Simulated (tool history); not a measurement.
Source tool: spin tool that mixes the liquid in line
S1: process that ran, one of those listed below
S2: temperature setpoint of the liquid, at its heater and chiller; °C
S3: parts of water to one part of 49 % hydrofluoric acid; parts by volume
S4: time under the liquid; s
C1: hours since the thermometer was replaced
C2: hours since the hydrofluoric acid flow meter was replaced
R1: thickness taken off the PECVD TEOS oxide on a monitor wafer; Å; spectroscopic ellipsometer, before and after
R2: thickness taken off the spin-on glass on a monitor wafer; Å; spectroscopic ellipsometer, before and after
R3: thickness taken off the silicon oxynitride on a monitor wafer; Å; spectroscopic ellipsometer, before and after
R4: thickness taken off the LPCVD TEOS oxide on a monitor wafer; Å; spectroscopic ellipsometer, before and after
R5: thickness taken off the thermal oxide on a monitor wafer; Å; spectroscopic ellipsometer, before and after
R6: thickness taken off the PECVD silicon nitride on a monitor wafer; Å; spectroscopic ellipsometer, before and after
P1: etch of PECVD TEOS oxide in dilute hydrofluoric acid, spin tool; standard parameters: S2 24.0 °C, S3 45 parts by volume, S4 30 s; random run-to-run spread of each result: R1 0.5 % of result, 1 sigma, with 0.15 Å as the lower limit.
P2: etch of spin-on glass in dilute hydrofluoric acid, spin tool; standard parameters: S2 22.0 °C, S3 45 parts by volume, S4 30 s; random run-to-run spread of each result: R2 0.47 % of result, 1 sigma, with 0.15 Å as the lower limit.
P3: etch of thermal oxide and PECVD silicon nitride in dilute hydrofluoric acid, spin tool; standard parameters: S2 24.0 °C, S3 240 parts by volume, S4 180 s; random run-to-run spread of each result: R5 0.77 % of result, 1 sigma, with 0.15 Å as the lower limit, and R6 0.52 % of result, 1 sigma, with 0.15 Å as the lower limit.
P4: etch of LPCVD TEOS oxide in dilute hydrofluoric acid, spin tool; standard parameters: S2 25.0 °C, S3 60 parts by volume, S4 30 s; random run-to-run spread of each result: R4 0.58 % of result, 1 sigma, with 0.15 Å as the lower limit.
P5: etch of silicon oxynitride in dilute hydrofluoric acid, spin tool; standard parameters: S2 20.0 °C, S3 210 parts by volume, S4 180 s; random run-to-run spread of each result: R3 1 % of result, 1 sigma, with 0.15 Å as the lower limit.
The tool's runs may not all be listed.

{"run": 1, "hour": 9.0, "S1": "P1", "S2": 24.0, "S3": 45, "S4": 30, "C1": 282.3, "C2": 788.0, "R1": 188.04}
{"run": 2, "hour": 18.1, "S1": "P2", "S2": 22.0, "S3": 30, "S4": 30, "C1": 291.4, "C2": 797.1, "R2": 642.43}
{"run": 3, "hour": 25.2, "S1": "P1", "S2": 24.0, "S3": 45, "S4": 30, "C1": 298.5, "C2": 804.2, "R1": 185.35}
{"run": 4, "hour": 37.4, "S1": "P1", "S2": 24.0, "S3": 45, "S4": 30, "C1": 310.7, "C2": 816.4, "R1": 187.11}
{"run": 5, "hour": 44.1, "S1": "P1", "S2": 24.0, "S3": 30, "S4": 30, "C1": 317.4, "C2": 823.1, "R1": 286.31}
{"run": 6, "hour": 50.4, "S1": "P5", "S2": 28.5, "S3": 210, "S4": 180, "C1": 323.7, "C2": 829.4, "R3": 28.796}
{"run": 7, "hour": 60.4, "S1": "P4", "S2": 25.0, "S3": 20, "S4": 30, "C1": 333.7, "C2": 839.4, "R4": 530.72}
{"run": 8, "hour": 66.4, "S1": "P4", "S2": 25.0, "S3": 60, "S4": 55, "C1": 339.7, "C2": 845.4, "R4": 306.61}
{"run": 9, "hour": 77.7, "S1": "P5", "S2": 20.0, "S3": 210, "S4": 180, "C1": 351.0, "C2": 856.7, "R3": 19.733}
{"run": 10, "hour": 84.5, "S1": "P1", "S2": 29.0, "S3": 45, "S4": 60, "C1": 357.8, "C2": 863.5, "R1": 462.87}
{"run": 11, "hour": 93.8, "S1": "P4", "S2": 25.0, "S3": 60, "S4": 30, "C1": 367.1, "C2": 872.8, "R4": 165.92}
{"run": 12, "hour": 100.9, "S1": "P3", "S2": 24.0, "S3": 340, "S4": 180, "C1": 374.2, "C2": 879.9, "R5": 19.947, "R6": 29.757}
{"run": 13, "hour": 112.1, "S1": "P1", "S2": 24.0, "S3": 45, "S4": 30, "C1": 385.4, "C2": 891.1, "R1": 186.61}
{"run": 14, "hour": 122.1, "S1": "P2", "S2": 22.0, "S3": 45, "S4": 15, "C1": 395.4, "C2": 901.1, "R2": 209.04}
{"run": 15, "hour": 131.0, "S1": "P2", "S2": 30.0, "S3": 45, "S4": 30, "C1": 404.3, "C2": 910.0, "R2": 580.38}
{"run": 16, "hour": 136.9, "S1": "P1", "S2": 24.0, "S3": 45, "S4": 15, "C1": 410.2, "C2": 915.9, "R1": 93.323}
{"run": 17, "hour": 148.8, "S1": "P2", "S2": 22.0, "S3": 45, "S4": 30, "C1": 422.1, "C2": 927.8, "R2": 420.14}
{"run": 18, "hour": 158.3, "S1": "P1", "S2": 24.0, "S3": 65, "S4": 30, "C1": 431.6, "C2": 937.3, "R1": 125.87}
{"run": 19, "hour": 164.4, "S1": "P3", "S2": 24.0, "S3": 240, "S4": 180, "C1": 437.7, "C2": 943.4, "R5": 31.256, "R6": 42.22}
{"run": 20, "hour": 175.6, "S1": "P3", "S2": 24.0, "S3": 240, "S4": 275, "C1": 448.9, "C2": 954.6, "R5": 48.124, "R6": 63.997}
{"run": 21, "hour": 184.0, "S1": "P1", "S2": 17.5, "S3": 45, "S4": 30, "C1": 457.3, "C2": 963.0, "R1": 142.19}
{"run": 22, "hour": 192.8, "S1": "P2", "S2": 22.0, "S3": 45, "S4": 30, "C1": 466.1, "C2": 971.8, "R2": 417.92}
{"run": 23, "hour": 201.6, "S1": "P3", "S2": 24.0, "S3": 240, "S4": 180, "C1": 474.9, "C2": 980.6, "R5": 31.447, "R6": 42.595}
{"run": 24, "hour": 208.6, "S1": "P5", "S2": 20.0, "S3": 380, "S4": 180, "C1": 481.9, "C2": 987.6, "R3": 10.0}
{"run": 25, "hour": 217.4, "S1": "P4", "S2": 19.0, "S3": 60, "S4": 30, "C1": 490.7, "C2": 996.4, "R4": 129.57}
{"run": 26, "hour": 225.9, "S1": "P3", "S2": 28.0, "S3": 240, "S4": 180, "C1": 499.2, "C2": 1004.9, "R5": 36.059, "R6": 54.191}
{"run": 27, "hour": 231.2, "S1": "P1", "S2": 24.0, "S3": 45, "S4": 45, "C1": 504.5, "C2": 1010.2, "R1": 280.21}
{"run": 28, "hour": 243.2, "S1": "P5", "S2": 20.0, "S3": 210, "S4": 300, "C1": 516.5, "C2": 1022.2, "R3": 32.487}
{"run": 29, "hour": 253.5, "S1": "P1", "S2": 24.0, "S3": 45, "S4": 30, "C1": 526.8, "C2": 1032.5, "R1": 188.33}
{"run": 30, "hour": 260.9, "S1": "P1", "S2": 28.0, "S3": 45, "S4": 30, "C1": 534.2, "C2": 1039.9, "R1": 220.8}
{"run": 31, "hour": 269.5, "S1": "P1", "S2": 24.0, "S3": 45, "S4": 30, "C1": 542.8, "C2": 1048.5, "R1": 186.81}
{"run": 32, "hour": 278.3, "S1": "P1", "S2": 24.0, "S3": 45, "S4": 30, "C1": 551.6, "C2": 1057.3, "R1": 180.3}
{"run": 33, "hour": 284.1, "S1": "P1", "S2": 24.0, "S3": 45, "S4": 30, "C1": 557.4, "C2": 1063.1, "R1": 178.74}
{"run": 34, "hour": 289.8, "S1": "P1", "S2": 24.0, "S3": 45, "S4": 30, "C1": 563.1, "C2": 1068.8, "R1": 175.45}
{"run": 35, "hour": 300.4, "S1": "P1", "S2": 24.0, "S3": 45, "S4": 30, "C1": 573.7, "C2": 1079.4, "R1": 173.62}
{"run": 36, "hour": 307.7, "S1": "P1", "S2": 24.0, "S3": 45, "S4": 30, "C1": 581.0, "C2": 1086.7, "R1": 172.38}
{"run": 37, "hour": 313.8, "S1": "P1", "S2": 24.0, "S3": 45, "S4": 30, "C1": 587.1, "C2": 1092.8, "R1": 171.9}
{"run": 38, "hour": 325.2, "S1": "P1", "S2": 24.0, "S3": 45, "S4": 30, "C1": 598.5, "C2": 1104.2, "R1": 171.0}
{"run": 39, "hour": 333.1, "S1": "P1", "S2": 24.0, "S3": 45, "S4": 30, "C1": 606.4, "C2": 1112.1, "R1": 170.04}
{"run": 40, "hour": 343.8, "S1": "P1", "S2": 24.0, "S3": 45, "S4": 30, "C1": 617.1, "C2": 1122.8, "R1": 168.8}
{"run": 41, "hour": 354.8, "S1": "P1", "S2": 24.0, "S3": 45, "S4": 30, "C1": 628.1, "C2": 1133.8, "R1": 170.08}
{"run": 42, "hour": 364.3, "S1": "P1", "S2": 24.0, "S3": 45, "S4": 30, "C1": 637.6, "C2": 1143.3, "R1": 170.46}

The log shows P1 creeping away from where it was. Any of the 2 causes listed here, at the size stated for it, fits the log just as well as the others:
A: hydrofluoric acid flow below the setpoint (%) = 8.93
B: liquid colder than its thermometer reads (K) = 2.39
The creep began at about hour 269.5.

Below are 4 check runs, each on a single wafer, with their results shown as question marks. Which of them would tell the listed causes apart, meaning the causes would give clearly different results under it?
{"run": "check 1", "hour": 373.8, "S1": "P3", "S2": 24.0, "S3": 330, "S4": 180, "R5": "?", "R6": "?"}
{"run": "check 2", "hour": 373.8, "S1": "P5", "S2": 27.5, "S3": 210, "S4": 180, "R3": "?"}
{"run": "check 3", "hour": 373.8, "S1": "P4", "S2": 19.5, "S3": 60, "S4": 55, "R4": "?"}
{"run": "check 4", "hour": 373.8, "S1": "P2", "S2": 29.5, "S3": 45, "S4": 30, "R2": "?"}

What each check would give under each cause:
check=check_1 result=R5 if_A=18.375 if_B=19.143
check=check_1 result=R6 if_A=28.057 if_B=26.594
check=check_2 result=R3 if_A=24.483 if_B=24.652
check=check_3 result=R4 if_A=219.31 if_B=218.91
check=check_4 result=R2 if_A=514.67 if_B=517.11
Per check, the gap between the least separated pair of causes, taken in the result that splits them most: check 1 5.35 %; check 2 0.69 %; check 3 0.18 %; check 4 0.47 %
Check 1 distinguishes between the causes, while the remaining checks would return nearly the same result for all of them.

Check 1 was then run and gave: R5 19.098 Å; R6 26.220 Å. Which cause is it?

Of the candidate causes, it is B: liquid colder than its thermometer reads (K).
